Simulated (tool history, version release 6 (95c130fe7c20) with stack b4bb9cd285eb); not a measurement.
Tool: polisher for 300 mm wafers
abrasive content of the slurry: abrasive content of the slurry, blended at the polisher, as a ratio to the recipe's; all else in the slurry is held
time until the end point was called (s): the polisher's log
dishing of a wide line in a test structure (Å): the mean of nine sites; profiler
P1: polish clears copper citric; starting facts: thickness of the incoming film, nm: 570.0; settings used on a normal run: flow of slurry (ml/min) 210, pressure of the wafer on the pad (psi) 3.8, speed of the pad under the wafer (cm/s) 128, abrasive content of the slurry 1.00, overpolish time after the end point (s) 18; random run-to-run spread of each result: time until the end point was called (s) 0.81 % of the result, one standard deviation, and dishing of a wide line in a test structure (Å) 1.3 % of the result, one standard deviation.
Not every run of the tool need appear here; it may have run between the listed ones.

run   hour  flow of slurry (ml/min)  pressure of the wafer on the pad (psi)  speed of the pad under the wafer (cm/s)  abrasive content of the slurry  overpolish time after the end point (s)  wafers polished on this pad  hours since the slurry nozzle was cleaned  hours since the head pressure was calibrated  hours since the slurry blender was calibrated  time until the end point was called (s)  dishing of a wide line in a test structure (Å)
  1    8.6                      210                                     3.8                                      128                            1.00                                       18                          122                                      477.1                                         853.9                                          163.5                                  148.960                                          434.01
  2   17.2                      210                                     3.8                                      190                            0.65                                       18                          163                                      485.7                                         862.5                                          172.1                                  110.920                                          536.32
  3   22.1                      210                                     3.8                                      128                            1.00                                       18                          186                                      490.6                                         867.4                                          177.0                                  150.820                                          420.24
  4   28.1                      210                                     3.8                                      196                            1.00                                       18                          215                                      496.6                                         873.4                                          183.0                                   99.252                                          580.64
  5   34.0                      210                                     3.8                                      128                            1.00                                       18                          242                                      502.5                                         879.3                                          188.9                                  151.170                                          430.40
      34.1  -- head pressure recalibrated
  6   42.5                      210                                     3.8                                      128                            1.00                                       18                          283                                      511.0                                           8.4                                          197.4                                  148.190                                          429.56
  7   50.4                      210                                     3.8                                      128                            1.00                                       28                          320                                      518.9                                          16.3                                          205.3                                  151.210                                          581.48
  8   57.8                      210                                     3.8                                      128                            1.35                                       18                          355                                      526.3                                          23.7                                          212.7                                  141.630                                          449.04
      59.3  -- worn pad replaced by a new one
  9   65.0                      210                                     4.7                                       60                            1.00                                       18                           27                                      533.5                                          30.9                                          219.9                                  261.830                                          275.17
 10   72.0                      210                                     2.8                                      128                            1.00                                       18                           60                                      540.5                                          37.9                                          226.9                                  199.460                                          334.75
 11   77.6                      320                                     3.8                                      128                            1.00                                       18                           86                                      546.1                                          43.5                                          232.5                                  143.100                                          446.24
 12   83.1                      210                                     3.8                                       58                            1.00                                       18                          112                                      551.6                                          49.0                                          238.0                                  326.610                                          220.68
 13   91.6                      210                                     3.8                                       80                            1.45                                       18                          152                                      560.1                                          57.5                                          246.5                                  221.060                                          315.30
 14   98.6                      125                                     3.8                                      128                            1.00                                       18                          185                                      567.1                                          64.5                                          253.5                                  163.280                                          398.70
 15  104.4                      210                                     3.8                                      128                            0.60                                       18                          213                                      572.9                                          70.3                                          259.3                                  164.900                                          395.49
 16  112.8                      210                                     3.8                                      128                            1.00                                        5                          252                                      581.3                                          78.7                                          267.7                                  148.940                                          138.24
 17  117.3                      210                                     5.8                                      128                            1.00                                       18                          274                                      585.8                                          83.2                                          272.2                                   99.595                                          612.51
 18  123.9                      210                                     3.8                                      128                            1.00                                       18                          305                                      592.4                                          89.8                                          278.8                                  150.830                                          443.12
 19  130.8                      210                                     3.8                                      128                            1.00                                       18                          338                                      599.3                                          96.7                                          285.7                                  149.570                                          427.76
 20  137.2                      210                                     3.8                                      128                            1.00                                       18                          368                                      605.7                                         103.1                                          292.1                                  154.760                                          419.32
 21  144.4                      210                                     3.8                                      128                            1.00                                       18                          402                                      612.9                                         110.3                                          299.3                                  160.860                                          416.52
     145.3  -- head pressure recalibrated
 22  148.9                      210                                     3.8                                      128                            1.00                                       18                          423                                      617.4                                           3.7                                          303.8                                  161.310                                          411.03
     154.9  -- worn pad replaced by a new one
 23  155.3                      210                                     3.8                                      128                            1.00                                       18                            2                                      623.8                                          10.1                                          310.2                                  159.090                                          403.02
 24  163.9                      210                                     3.8                                      128                            1.00                                       18                           42                                      632.4                                          18.7                                          318.8                                  160.490                                          407.80
 25  170.0                      210                                     3.8                                      128                            1.00                                       18                           71                                      638.5                                          24.8                                          324.9                                  160.000                                          400.30

Something has made what P1 gives creep away from where it was; the 2 causes below, each at its own stated size, fit the log equally well:
A: slurry flow missing at the pad, % = 36
B: abrasive missing from the slurry, % = 28.4
At approximately hour 130.8, the process output began to creep.
The rest of the possible causes, and what rules out each one:
removal rate lost through wear of the pad, %: maintenance at hour 154.9, after the shift began, did not return the process to its former output
head's pressure below its setpoint, %: maintenance at hour 145.3, after the shift began, did not return the process to its former output

Of the 4 check runs below, each run on 5 wafers with the results averaged and each result still a question mark, which one would tell the listed causes apart?
check 1  176.1                      140                                     3.8                                      190                            1.00                                       18                                                                                                                                                                                                             ?                                               ?
check 2  176.1                      210                                     5.0                                      128                            1.00                                       24                                                                                                                                                                                                             ?                                               ?
check 3  176.1                      210                                     3.8                                       58                            1.00                                        5                                                                                                                                                                                                             ?                                               ?
check 4  176.1                      210                                     3.8                                       66                            1.00                                        5                                                                                                                                                                                                             ?                                               ?

If the cause were each of the candidates in turn, the checks would give the following:
  check                                          result     if A     if B
check 1         time until the end point was called (s)  119.790  116.060
check 1  dishing of a wide line in a test structure (Å)  509.580  521.740
check 2         time until the end point was called (s)  122.840  122.820
check 2  dishing of a wide line in a test structure (Å)  625.500  625.600
check 3         time until the end point was called (s)  349.120  349.040
check 3  dishing of a wide line in a test structure (Å)   61.672   61.684
check 4         time until the end point was called (s)  308.010  307.950
check 4  dishing of a wide line in a test structure (Å)   69.656   69.670
Per check, the gap between the least separated pair of causes, taken in the result that splits them most: check 1 3.17 %; check 2 0.02 %; check 3 0.02 %; check 4 0.02 %
Check 1 distinguishes between the causes, while the remaining checks would return nearly the same result for all of them.

With check 1 done, the readings were: time until the end point was called (s) 115.970; dishing of a wide line in a test structure (Å) 521.860. Identify which of the listed causes applies.

The cause is B: abrasive missing from the slurry, %.
